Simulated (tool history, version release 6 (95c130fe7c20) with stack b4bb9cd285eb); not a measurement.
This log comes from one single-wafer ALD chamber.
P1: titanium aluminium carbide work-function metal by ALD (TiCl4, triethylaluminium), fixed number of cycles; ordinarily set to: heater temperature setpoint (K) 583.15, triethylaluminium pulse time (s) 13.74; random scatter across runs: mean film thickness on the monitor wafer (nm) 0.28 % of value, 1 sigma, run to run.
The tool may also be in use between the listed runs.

| run | hour | heater temperature setpoint (K) | triethylaluminium pulse time (s) | mean film thickness on the monitor wafer (nm) |
|---|---|---|---|---|
| 1 | 5.1 | 583.15 | 13.74 | 2.1141 |
| 2 | 8.9 | 583.15 | 5.76 | 1.8438 |
| 3 | 15.2 | 583.15 | 13.74 | 2.1102 |
| 4 | 21.6 | 606.15 | 13.74 | 2.3195 |
| 5 | 25.9 | 583.15 | 21.65 | 2.1337 |
| 6 | 31.8 | 583.15 | 13.74 | 2.1196 |
| 7 | 39.3 | 561.15 | 13.74 | 1.914 |
| 8 | 44.1 | 600.15 | 8.03 | 2.1406 |
| 9 | 50.8 | 597.15 | 18.94 | 2.263 |
| 10 | 57.5 | 583.15 | 13.74 | 2.1191 |
| 11 | 61.7 | 606.15 | 8.51 | 2.2325 |
| 12 | 67.7 | 583.15 | 13.74 | 2.1094 |
| 13 | 75.3 | 583.15 | 13.74 | 2.1003 |
| 14 | 79.7 | 583.15 | 13.74 | 2.0919 |
| 15 | 87.2 | 583.15 | 13.74 | 2.0956 |
| 16 | 91.9 | 583.15 | 13.74 | 2.094 |
| 17 | 98.3 | 583.15 | 13.74 | 2.0885 |
| 18 | 102.1 | 583.15 | 13.74 | 2.0857 |

Run 19 is up next; what results do you expect?
| 19 | 105.4 | 583.15 | 13.74 | ? |

{"run 19": {"mean film thickness on the monitor wafer (nm)": 2.0883}}

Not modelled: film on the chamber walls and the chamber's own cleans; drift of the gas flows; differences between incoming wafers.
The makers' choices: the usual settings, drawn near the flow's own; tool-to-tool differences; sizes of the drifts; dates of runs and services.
